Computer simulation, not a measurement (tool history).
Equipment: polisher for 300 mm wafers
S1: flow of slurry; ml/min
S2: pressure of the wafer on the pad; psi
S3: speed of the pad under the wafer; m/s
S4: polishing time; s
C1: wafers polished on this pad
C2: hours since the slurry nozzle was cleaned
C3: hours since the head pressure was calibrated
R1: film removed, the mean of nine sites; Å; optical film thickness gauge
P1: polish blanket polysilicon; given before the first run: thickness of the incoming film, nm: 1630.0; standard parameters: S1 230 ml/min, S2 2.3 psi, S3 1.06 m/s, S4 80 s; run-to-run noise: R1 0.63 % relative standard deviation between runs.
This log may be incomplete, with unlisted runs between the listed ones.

| run | hour | S1 | S2 | S3 | S4 | C1 | C2 | C3 | R1 |
|---|---|---|---|---|---|---|---|---|---|
| 1 | 12.2 | 230 | 2.3 | 1.06 | 80 | 765 | 153.2 | 967.9 | 5501.0 |
| 2 | 28.2 | 230 | 1.8 | 0.74 | 80 | 926 | 169.2 | 983.9 | 2970.8 |
| 3 | 43.7 | 360 | 2.3 | 1.06 | 80 | 1082 | 184.7 | 999.4 | 5695.3 |
| 4 | 51.5 | 230 | 2.3 | 0.58 | 80 | 1160 | 192.5 | 1007.2 | 2991.8 |
| 5 | 62.5 | 230 | 2.3 | 1.06 | 121 | 1271 | 203.5 | 1018.2 | 8341.9 |
| 6 | 76.0 | 230 | 2.3 | 1.06 | 39 | 1407 | 217.0 | 1031.7 | 2668.5 |
| 7 | 89.9 | 230 | 2.3 | 1.06 | 80 | 1547 | 230.9 | 1045.6 | 5496.7 |
| 8 | 99.2 | 230 | 2.3 | 1.06 | 80 | 1640 | 240.2 | 1054.9 | 5506.3 |
| 9 | 113.7 | 230 | 2.3 | 1.06 | 80 | 1786 | 254.7 | 1069.4 | 5504.1 |
| 10 | 127.3 | 140 | 2.3 | 1.06 | 80 | 1923 | 268.3 | 1083.0 | 5091.7 |
| 11 | 139.5 | 230 | 2.3 | 1.06 | 80 | 2046 | 280.5 | 1095.2 | 5440.2 |
| 12 | 147.7 | 325 | 2.9 | 1.06 | 80 | 2128 | 288.7 | 1103.4 | 7254.6 |
| 13 | 161.0 | 230 | 1.1 | 1.06 | 80 | 2262 | 302.0 | 1116.7 | 2603.0 |
| 14 | 175.9 | 230 | 3.5 | 1.06 | 80 | 2412 | 316.9 | 1131.6 | 8366.7 |
| 15 | 192.3 | 230 | 2.3 | 1.68 | 80 | 2577 | 333.3 | 1148.0 | 8648.3 |
| 16 | 201.6 | 230 | 2.3 | 1.06 | 80 | 2670 | 342.6 | 1157.3 | 5444.7 |
| 17 | 217.2 | 230 | 2.3 | 1.06 | 80 | 2827 | 358.2 | 1172.9 | 5374.6 |
| 18 | 226.8 | 230 | 2.3 | 1.06 | 80 | 2924 | 367.8 | 1182.5 | 5306.7 |
| 19 | 241.7 | 230 | 2.3 | 1.06 | 80 | 3074 | 382.7 | 1197.4 | 5302.1 |
| 20 | 254.2 | 230 | 2.3 | 1.06 | 80 | 3200 | 395.2 | 1209.9 | 5250.8 |
| 21 | 262.2 | 230 | 2.3 | 1.06 | 80 | 3280 | 403.2 | 1217.9 | 5237.0 |
| 22 | 274.2 | 230 | 2.3 | 1.06 | 80 | 3401 | 415.2 | 1229.9 | 5257.9 |
| 23 | 291.3 | 230 | 2.3 | 1.06 | 80 | 3573 | 432.3 | 1247.0 | 5230.7 |
|  | 295.4 | head pressure recalibrated |
| 24 | 299.8 | 230 | 2.3 | 1.06 | 80 | 3658 | 440.8 | 4.5 | 5173.5 |
| 25 | 308.2 | 230 | 2.3 | 1.06 | 80 | 3743 | 449.2 | 12.9 | 5168.3 |

For run 26, what comes out?
| 26 | 321.5 | 230 | 2.3 | 1.06 | 80 | 3877 | 462.5 | 26.2 | ? |

{"run 26": {"R1": 5220.9}}
